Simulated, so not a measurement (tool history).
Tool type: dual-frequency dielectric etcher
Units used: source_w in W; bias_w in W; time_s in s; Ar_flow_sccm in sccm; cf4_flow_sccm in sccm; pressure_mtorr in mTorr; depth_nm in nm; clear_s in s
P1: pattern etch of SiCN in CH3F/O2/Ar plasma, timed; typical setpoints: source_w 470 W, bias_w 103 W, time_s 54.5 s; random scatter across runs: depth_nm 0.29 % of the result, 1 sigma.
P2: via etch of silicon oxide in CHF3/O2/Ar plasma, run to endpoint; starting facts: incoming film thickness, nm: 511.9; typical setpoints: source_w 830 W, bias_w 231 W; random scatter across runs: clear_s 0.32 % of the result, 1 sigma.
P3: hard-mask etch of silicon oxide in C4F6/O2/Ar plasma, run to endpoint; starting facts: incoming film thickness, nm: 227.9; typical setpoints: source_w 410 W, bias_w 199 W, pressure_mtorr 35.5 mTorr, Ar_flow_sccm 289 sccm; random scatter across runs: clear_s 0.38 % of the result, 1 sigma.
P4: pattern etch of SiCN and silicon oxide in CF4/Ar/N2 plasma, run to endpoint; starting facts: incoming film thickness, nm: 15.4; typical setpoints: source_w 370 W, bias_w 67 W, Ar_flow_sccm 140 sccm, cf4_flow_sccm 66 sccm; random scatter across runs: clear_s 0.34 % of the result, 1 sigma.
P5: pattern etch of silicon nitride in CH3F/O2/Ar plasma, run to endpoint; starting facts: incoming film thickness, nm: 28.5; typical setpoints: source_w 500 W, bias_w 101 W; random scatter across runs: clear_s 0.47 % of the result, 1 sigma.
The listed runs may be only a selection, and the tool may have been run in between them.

run   hour  process  source_w  bias_w  time_s  Ar_flow_sccm  cf4_flow_sccm  pressure_mtorr  depth_nm  clear_s
  1    6.2       P1       470     103    54.5                                                 24.732
  2   17.8       P4       370      67                   140             40                             25.712
  3   25.9       P4       370      67                   140             66                             23.887
  4   33.5       P2       830     312                                                                  186.13
  5   40.9       P2       830     231                                                                   207.7
  6   50.8       P1       470     103      70                                                 31.796
  7   60.8       P5       500     142                                                                  29.368
  8   71.1       P5       500     101                                                                  33.013
  9   80.4       P4       460      67                   140             66                             19.587
 10   92.2       P1       370     138    54.5                                                 25.439
 11   97.4       P3       410     199                   204                           35.5             68.849
 12  108.8       P4       370      91                   140             66                              21.31
 13  119.2       P2       830     231                                                                  205.23
 14  125.5       P1       470     103    54.5                                                 24.806
 15  131.7       P1       470      82    54.5                                                  22.89
 16  143.3       P5       590     101                                                                  31.436
 17  152.5       P1       560     103    54.5                                                 26.557
     158.2  -- wet clean of the chamber
 18  160.3       P3       310     199                   289                           35.5             79.768
 19  166.2       P2      1100     231                                                                  185.62
 20  176.7       P1       470     123    54.5                                                 26.605
 21  185.6       P1       470     103    54.5                                                 24.795
 22  191.8       P1       560     103      32                                                 15.539
 23  201.3       P4       370      67                   187             66                             24.939
 24  210.5       P1       470      80      69                                                 28.607
 25  216.7       P1       470     103      30                                                 13.763
 26  225.8       P3       410     199                   289                           35.5             71.387
 27  232.5       P3       410     125                   289                           35.5             82.514
 28  240.3       P1       470     103    54.5                                                 24.853
 29  248.9       P1       470     103    54.5                                                  24.77
 30  256.1       P1       340     103    54.5                                                 21.981
 31  264.8       P4       370      67                   140             66                             23.774
 32    275       P1       470     103    54.5                                                 24.793
 33  280.4       P3       410     199                   289                           48.5             74.725
 34  290.6       P1       470     103    54.5                                                 24.755
 35  301.3       P1       470     103    54.5                                                 24.983
 36  307.3       P1       470     103    54.5                                                 25.025
 37  318.7       P1       470     103    54.5                                                 25.115
     319.5  -- wet clean of the chamber
 38  325.6       P1       470     103    54.5                                                  25.21
 39  336.9       P1       470     103    54.5                                                 25.228
 40  343.6       P1       470     103    54.5                                                 25.119
 41  352.8       P1       470     103    54.5                                                 25.105
 42  361.8       P1       470     103    54.5                                                 25.097

What P1 gives has crept away from where it was. These 2 causes fit the log equally well, each at the size given:
A: bias power that arrives over what is set, % = 4.17
B: source power that arrives over what is set, % = 4.25
The onset of the drift is placed at about hour 290.6.
Excluded causes, each with its reason:
chamber walls in a state that raises the etch rate, %: work on it at hour 319.5, done after the drift set in, did not restore what the process gave before

4 check runs are offered, each on 2 wafers whose results are averaged, their results left as question marks. Which one tells the causes apart?
check 1  370.8       P3       410     199                   289                           35.5                  ?
check 2  370.8       P2       830     231                                                                       ?
check 3  370.8       P5       500     101                                                                       ?
check 4  370.8       P4       370      67                   140             66                                  ?

How each check would come out, cause by cause:
  check   result    if A    if B
check 1  clear_s  70.708  70.502
check 2  clear_s  203.36  203.03
check 3  clear_s  32.791  32.768
check 4  clear_s  23.462  22.958
Gap, in per cent, between the two causes that each check separates least, read from the result that separates them most: check 1 0.29 %; check 2 0.16 %; check 3 0.07 %; check 4 2.17 %
Check 4 tells the causes apart: in the others they would give nearly the same result.

Check 4 has now been run. It gave: clear_s 23.445 s. Which of the candidate causes is it?

It is A: bias power that arrives over what is set, %.

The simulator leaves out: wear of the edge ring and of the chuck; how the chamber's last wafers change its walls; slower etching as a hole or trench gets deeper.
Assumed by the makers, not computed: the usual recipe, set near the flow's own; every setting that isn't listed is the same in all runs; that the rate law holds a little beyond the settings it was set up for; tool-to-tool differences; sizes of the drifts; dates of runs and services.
